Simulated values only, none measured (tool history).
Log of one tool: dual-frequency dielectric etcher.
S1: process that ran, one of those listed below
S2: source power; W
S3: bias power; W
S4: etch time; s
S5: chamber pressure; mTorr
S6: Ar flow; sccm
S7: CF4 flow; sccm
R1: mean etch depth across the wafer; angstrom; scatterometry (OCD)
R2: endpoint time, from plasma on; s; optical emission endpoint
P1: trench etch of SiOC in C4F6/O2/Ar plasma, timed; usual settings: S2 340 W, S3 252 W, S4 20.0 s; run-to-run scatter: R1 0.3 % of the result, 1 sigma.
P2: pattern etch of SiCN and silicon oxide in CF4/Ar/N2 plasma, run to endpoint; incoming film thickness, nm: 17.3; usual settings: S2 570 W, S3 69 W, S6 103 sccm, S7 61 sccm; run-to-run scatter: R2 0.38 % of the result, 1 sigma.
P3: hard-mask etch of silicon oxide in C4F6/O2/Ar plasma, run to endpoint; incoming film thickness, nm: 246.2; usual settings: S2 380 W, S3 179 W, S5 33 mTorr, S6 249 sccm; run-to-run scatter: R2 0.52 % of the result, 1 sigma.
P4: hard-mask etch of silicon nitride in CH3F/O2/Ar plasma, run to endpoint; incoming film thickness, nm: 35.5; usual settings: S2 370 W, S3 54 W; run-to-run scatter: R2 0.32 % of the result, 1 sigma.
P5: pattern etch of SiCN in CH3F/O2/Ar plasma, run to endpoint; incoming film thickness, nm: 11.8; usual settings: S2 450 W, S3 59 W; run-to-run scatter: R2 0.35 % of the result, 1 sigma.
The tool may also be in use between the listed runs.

run   hour  S1   S2   S3    S4  S5   S6  S7      R1      R2
  1    3.6  P1  340  252  20.0               424.21
  2    6.3  P1  340  252  20.0               422.94
  3    9.2  P3  380  179        27  249              77.334
  4   13.3  P3  380  179        33  249              79.128
  5   17.3  P2  570   69            103  61          16.973
  6   22.4  P1  470  252  13.5               323.22
  7   27.1  P2  570   69            103  39          18.398
  8   31.2  P5  450   59                             31.654
  9   34.1  P2  570   69            136  61          17.830
 10   39.2  P1  340  312  20.0               458.30
 11   43.7  P1  340  252  20.0               424.27
 12   46.9  P4  370   69                             52.917
 13   49.4  P5  630   59                             27.805
 14   51.8  P2  570   44            103  61          19.562
 15   56.5  P1  420  252  20.0               459.62
 16   61.2  P1  340  164  20.0               365.37
 17   65.0  P1  340  252  20.0               423.63
 18   69.3  P5  450   77                             28.711
 19   72.0  P4  370   54                             57.509
 20   75.2  P5  450   59                             31.646
 21   77.9  P1  340  252  15.0               319.33
 22   80.9  P2  570   69            103  61          16.961
 23   84.1  P1  340  252  20.0               425.38
 24   87.0  P3  380  142        33  249              85.771
 25   91.7  P1  250  252  20.0               378.39
 26   94.9  P1  340  252  20.0               424.89
 27   97.2  P1  340  252  29.0               614.61
 28   99.7  P4  240   54                             67.836
 29  104.9  P3  220  179        33  249              98.304
 30  109.3  P3  380  179        33  322              81.340
 31  114.3  P2  440   69            103  61          21.224
 32  119.5  P1  340  252  20.0               423.16
 33  123.0  P1  340  252  20.0               428.12
 34  127.7  P1  340  252  20.0               431.08
 35  130.6  P1  340  252  20.0               427.82
     132.4  -- wet clean of the chamber
 36  133.6  P1  340  252  20.0               430.22
 37  136.2  P1  340  252  20.0               430.11
 38  140.4  P1  340  252  20.0               431.39
 39  143.4  P1  340  252  20.0               430.20
 40  147.1  P1  340  252  20.0               428.70
 41  150.6  P1  340  252  20.0               429.89
 42  154.2  P1  340  252  20.0               429.22

What P1 gives has crept away from where it was. These 2 causes fit the log equally well, each at the size given:
A: source power that arrives over what is set, % = 4.07
B: bias power that arrives over what is set, % = 4.52
The creep began at about hour 119.5.
Why every other cause is out:
chamber walls in a state that raises the etch rate, %: serviced at hour 132.4, which brought nothing back

4 check runs are offered, each on 2 wafers whose results are averaged, their results left as question marks. Which one tells the causes apart?
check 1  157.8  P2  570   44          136  61       ?
check 2  157.8  P5  530   77                        ?
check 3  157.8  P4  270   54                        ?
check 4  157.8  P3  380  150      33  315           ?

What each check would give under each cause:
  check  result    if A    if B
check 1      R2  20.041  20.473
check 2      R2  26.714  26.700
check 3      R2  63.611  63.649
check 4      R2  84.752  84.936
How far apart the two closest causes lie, in the result that separates them most: check 1 2.13 %; check 2 0.06 %; check 3 0.06 %; check 4 0.22 %
Only check 1 tells the causes apart: in the others they would give nearly the same result.

Then check 1 was run and gave: R2 20.042 s. Which cause is it?

It is A: source power that arrives over what is set, %.

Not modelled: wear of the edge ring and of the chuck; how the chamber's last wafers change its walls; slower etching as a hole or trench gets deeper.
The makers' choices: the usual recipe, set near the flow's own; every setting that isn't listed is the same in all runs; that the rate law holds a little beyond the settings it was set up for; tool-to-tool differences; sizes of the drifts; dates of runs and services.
